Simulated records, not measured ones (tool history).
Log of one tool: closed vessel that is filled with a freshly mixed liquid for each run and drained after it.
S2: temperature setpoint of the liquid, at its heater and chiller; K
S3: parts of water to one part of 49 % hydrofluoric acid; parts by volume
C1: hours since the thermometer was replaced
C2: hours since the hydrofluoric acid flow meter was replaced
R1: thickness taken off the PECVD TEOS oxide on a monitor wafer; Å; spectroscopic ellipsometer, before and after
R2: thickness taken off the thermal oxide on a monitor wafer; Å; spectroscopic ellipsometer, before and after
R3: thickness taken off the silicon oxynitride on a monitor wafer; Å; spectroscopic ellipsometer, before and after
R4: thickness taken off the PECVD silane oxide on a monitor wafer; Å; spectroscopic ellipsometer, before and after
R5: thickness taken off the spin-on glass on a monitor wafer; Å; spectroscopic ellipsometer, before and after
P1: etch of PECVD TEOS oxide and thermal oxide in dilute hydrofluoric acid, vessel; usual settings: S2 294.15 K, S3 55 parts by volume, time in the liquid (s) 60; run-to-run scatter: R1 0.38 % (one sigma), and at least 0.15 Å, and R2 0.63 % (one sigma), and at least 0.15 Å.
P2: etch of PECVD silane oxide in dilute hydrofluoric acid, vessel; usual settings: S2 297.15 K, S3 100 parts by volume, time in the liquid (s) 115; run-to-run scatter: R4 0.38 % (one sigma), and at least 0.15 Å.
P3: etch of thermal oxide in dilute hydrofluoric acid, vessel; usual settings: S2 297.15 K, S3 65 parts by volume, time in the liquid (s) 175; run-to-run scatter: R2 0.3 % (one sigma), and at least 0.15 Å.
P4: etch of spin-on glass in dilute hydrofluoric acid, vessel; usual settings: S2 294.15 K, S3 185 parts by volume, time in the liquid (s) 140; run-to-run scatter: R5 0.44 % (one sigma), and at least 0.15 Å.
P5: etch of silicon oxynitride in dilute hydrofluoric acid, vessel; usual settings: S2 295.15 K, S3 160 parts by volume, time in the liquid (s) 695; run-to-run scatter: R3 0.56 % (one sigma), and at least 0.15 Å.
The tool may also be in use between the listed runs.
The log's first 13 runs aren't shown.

run 14 hour=95.6 | process_that_ran=P2 S2=297.15 S3=100 time_in_the_liquid_(s)=115 | C1=1643.7 C2=278.3 | R4=315.22
run 15 hour=104.5 | process_that_ran=P1 S2=294.15 S3=75 time_in_the_liquid_(s)=30 | C1=1652.6 C2=287.2 | R1=74.444 R2=16.297
run 16 hour=112.9 | process_that_ran=P4 S2=294.15 S3=185 time_in_the_liquid_(s)=140 | C1=1661 C2=295.6 | R5=223.75
run 17 hour=120.7 | process_that_ran=P4 S2=294.15 S3=325 time_in_the_liquid_(s)=140 | C1=1668.8 C2=303.4 | R5=111.24
run 18 hour=128.5 | process_that_ran=P4 S2=301.15 S3=185 time_in_the_liquid_(s)=140 | C1=1676.6 C2=311.2 | R5=291.97
run 19 hour=135.5 | process_that_ran=P1 S2=294.15 S3=55 time_in_the_liquid_(s)=60 | C1=1683.6 C2=318.2 | R1=210.03 R2=46.551
run 20 hour=142.3 | process_that_ran=P1 S2=290.15 S3=20 time_in_the_liquid_(s)=60 | C1=1690.4 C2=325 | R1=503.36 R2=111.52
run 21 hour=148.2 | process_that_ran=P4 S2=294.15 S3=185 time_in_the_liquid_(s)=140 | C1=1696.3 C2=330.9 | R5=223.8
run 22 hour=154.3 | process_that_ran=P3 S2=297.15 S3=105 time_in_the_liquid_(s)=175 | C1=1702.4 C2=337 | R2=76.808
run 23 hour=159.8 | process_that_ran=P1 S2=290.15 S3=55 time_in_the_liquid_(s)=60 | C1=1707.9 C2=342.5 | R1=178.08 R2=38.838
run 24 hour=167.5 | process_that_ran=P5 S2=295.15 S3=235 time_in_the_liquid_(s)=695 | C1=1715.6 C2=350.2 | R3=83.221
run 25 hour=175.8 | process_that_ran=P1 S2=294.15 S3=55 time_in_the_liquid_(s)=30 | C1=1723.9 C2=358.5 | R1=105.15 R2=23.153
run 26 hour=182.1 | process_that_ran=P1 S2=294.15 S3=80 time_in_the_liquid_(s)=60 | C1=1730.2 C2=364.8 | R1=138.78 R2=30.598
run 27 hour=189.5 | process_that_ran=P5 S2=303.15 S3=160 time_in_the_liquid_(s)=695 | C1=1737.6 C2=372.2 | R3=184.54
run 28 hour=195.8 | process_that_ran=P1 S2=294.15 S3=55 time_in_the_liquid_(s)=60 | C1=1743.9 C2=378.5 | R1=208.82 R2=46.369
run 29 hour=200.7 | process_that_ran=P1 S2=290.65 S3=55 time_in_the_liquid_(s)=100 | C1=1748.8 C2=383.4 | R1=302.49 R2=65.735
run 30 hour=208.9 | process_that_ran=P5 S2=295.15 S3=160 time_in_the_liquid_(s)=105 | C1=1757 C2=391.6 | R3=19.681
run 31 hour=217.9 | process_that_ran=P2 S2=297.15 S3=100 time_in_the_liquid_(s)=55 | C1=1766 C2=400.6 | R4=151.84
run 32 hour=223.7 | process_that_ran=P1 S2=294.15 S3=55 time_in_the_liquid_(s)=60 | C1=1771.8 C2=406.4 | R1=208.17 R2=45.962
run 33 hour=233.1 | process_that_ran=P1 S2=294.15 S3=55 time_in_the_liquid_(s)=60 | C1=1781.2 C2=415.8 | R1=216.6 R2=47.977
run 34 hour=241.9 | process_that_ran=P1 S2=294.15 S3=55 time_in_the_liquid_(s)=60 | C1=1790 C2=424.6 | R1=221.51 R2=48.505
run 35 hour=247.4 | process_that_ran=P1 S2=294.15 S3=55 time_in_the_liquid_(s)=60 | C1=1795.5 C2=430.1 | R1=220 R2=48.56
run 36 hour=253.6 | process_that_ran=P1 S2=294.15 S3=55 time_in_the_liquid_(s)=60 | C1=1801.7 C2=436.3 | R1=221.61 R2=49.49
run 37 hour=259.6 | process_that_ran=P1 S2=294.15 S3=55 time_in_the_liquid_(s)=60 | C1=1807.7 C2=442.3 | R1=226.17 R2=49.72
run 38 hour=266 | process_that_ran=P1 S2=294.15 S3=55 time_in_the_liquid_(s)=60 | C1=1814.1 C2=448.7 | R1=225.34 R2=49.822

The next listed run, before its measurement:
run 39 hour=271.7 | process_that_ran=P1 S2=294.15 S3=55 time_in_the_liquid_(s)=60 | C1=1819.8 C2=454.4 | R1=? R2=?

Run 39 gave R1 225.94 Å, R2 49.624 Å.
